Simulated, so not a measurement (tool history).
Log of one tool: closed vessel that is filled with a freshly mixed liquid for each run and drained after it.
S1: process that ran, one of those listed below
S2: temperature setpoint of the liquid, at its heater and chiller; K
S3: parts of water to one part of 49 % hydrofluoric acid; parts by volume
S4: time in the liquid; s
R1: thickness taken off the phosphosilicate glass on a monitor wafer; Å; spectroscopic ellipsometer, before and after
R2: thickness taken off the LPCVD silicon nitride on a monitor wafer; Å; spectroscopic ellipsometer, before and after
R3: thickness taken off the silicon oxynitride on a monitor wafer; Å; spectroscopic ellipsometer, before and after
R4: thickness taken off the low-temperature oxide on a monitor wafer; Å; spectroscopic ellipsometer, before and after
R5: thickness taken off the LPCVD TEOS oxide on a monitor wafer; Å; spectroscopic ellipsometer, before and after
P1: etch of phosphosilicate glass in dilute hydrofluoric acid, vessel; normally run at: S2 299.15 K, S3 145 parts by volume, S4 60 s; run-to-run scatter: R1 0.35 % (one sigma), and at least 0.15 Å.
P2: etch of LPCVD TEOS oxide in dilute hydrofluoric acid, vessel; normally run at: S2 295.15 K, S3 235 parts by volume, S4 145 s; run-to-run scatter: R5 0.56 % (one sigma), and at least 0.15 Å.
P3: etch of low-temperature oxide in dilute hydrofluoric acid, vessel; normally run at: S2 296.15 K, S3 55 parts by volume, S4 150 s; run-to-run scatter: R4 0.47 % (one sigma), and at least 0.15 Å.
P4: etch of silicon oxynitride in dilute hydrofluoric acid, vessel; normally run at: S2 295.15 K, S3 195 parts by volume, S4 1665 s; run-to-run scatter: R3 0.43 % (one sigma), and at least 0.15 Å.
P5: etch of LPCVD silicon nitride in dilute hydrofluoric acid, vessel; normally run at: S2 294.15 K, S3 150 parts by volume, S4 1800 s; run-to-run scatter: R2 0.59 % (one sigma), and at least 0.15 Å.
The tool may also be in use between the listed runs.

run	hour	S1	S2	S3	S4	R1	R2	R3	R4	R5
1	12.6	P1	299.15	145	60	782.39				
2	21.4	P5	294.15	150	85		1.966			
3	32.9	P5	294.15	35	1800		186.560			
4	42.7	P1	294.15	145	60	646.28				
5	53.3	P4	299.15	195	1665			289.270		
6	66.6	P1	303.15	145	105	1586.40				
7	77.3	P3	296.15	55	265				619.06	
8	90.7	P2	299.65	235	145					95.339
9	106.6	P1	299.15	145	30	391.04				
10	121.1	P4	295.15	320	1665			134.210		
11	137.1	P5	294.15	150	1800		45.195			
12	147.5	P3	304.65	55	150				490.30	
13	155.7	P3	296.15	105	150				172.35	
14	169.3	P5	294.15	150	1800		45.732			
15	177.6	P5	290.15	150	1800		34.026			
16	190.3	P4	295.15	195	1665			241.630		
17	200.5	P2	295.15	115	145					188.740
18	210.9	P4	295.15	195	215			31.256		
19	226.9	P1	299.15	145	60	786.26				
20	234.9	P3	296.15	55	150				349.36	
21	246.1	P2	295.15	235	145					81.721
22	257.9	P1	299.15	145	60	786.18				
23	271.6	P1	299.15	65	60	1932.40				
24	284.9	P1	299.15	145	60	777.92				
25	297.1	P1	304.15	145	60	939.75				
26	306.5	P2	295.15	235	30					17.009
27	318.1	P1	299.15	145	115	1500.40				
28	328.5	P1	299.15	145	60	781.57				
29	344.3	P1	299.15	260	60	384.91				
30	355.5	P1	299.15	145	60	785.53				
31	370.1	P1	299.15	145	60	763.30				
32	378.1	P1	299.15	145	60	758.97				
33	393.6	P1	299.15	145	60	748.43				
34	408.9	P1	299.15	145	60	741.44				
35	422.1	P1	299.15	145	60	742.32				
36	432.4	P1	299.15	145	60	744.14				
37	445.9	P1	299.15	145	60	739.56				
38	457.2	P1	299.15	145	60	740.56				

What P1 gives has crept away from where it was. These 2 causes fit the log equally well, each at the size given:
A: hydrofluoric acid flow below the setpoint (%) = 4.82
B: liquid colder than its thermometer reads (K) = 1.54
The creep began at about hour 355.5.

4 check runs are offered, one wafer each, their results left as question marks. Which one tells the causes apart?
check 1	468.5	P3	303.65	100	150				?	
check 2	468.5	P5	294.15	80	825		?			
check 3	468.5	P2	295.15	235	85					?
check 4	468.5	P4	299.15	295	1665			?		

What each check would give under each cause:
check	result	if A	if B
check 1	R4	229.67	229.37
check 2	R2	36.757	34.714
check 3	R5	44.902	45.066
check 4	R3	167.050	166.340
How far apart the two closest causes lie, in the result that separates them most: check 1 0.13 %; check 2 5.72 %; check 3 0.37 %; check 4 0.43 %
Check 2 tells the causes apart: in the others they would give nearly the same result.

Then check 2 was run and gave: R2 36.813 Å. Which cause is it?

It is A: hydrofluoric acid flow below the setpoint (%).
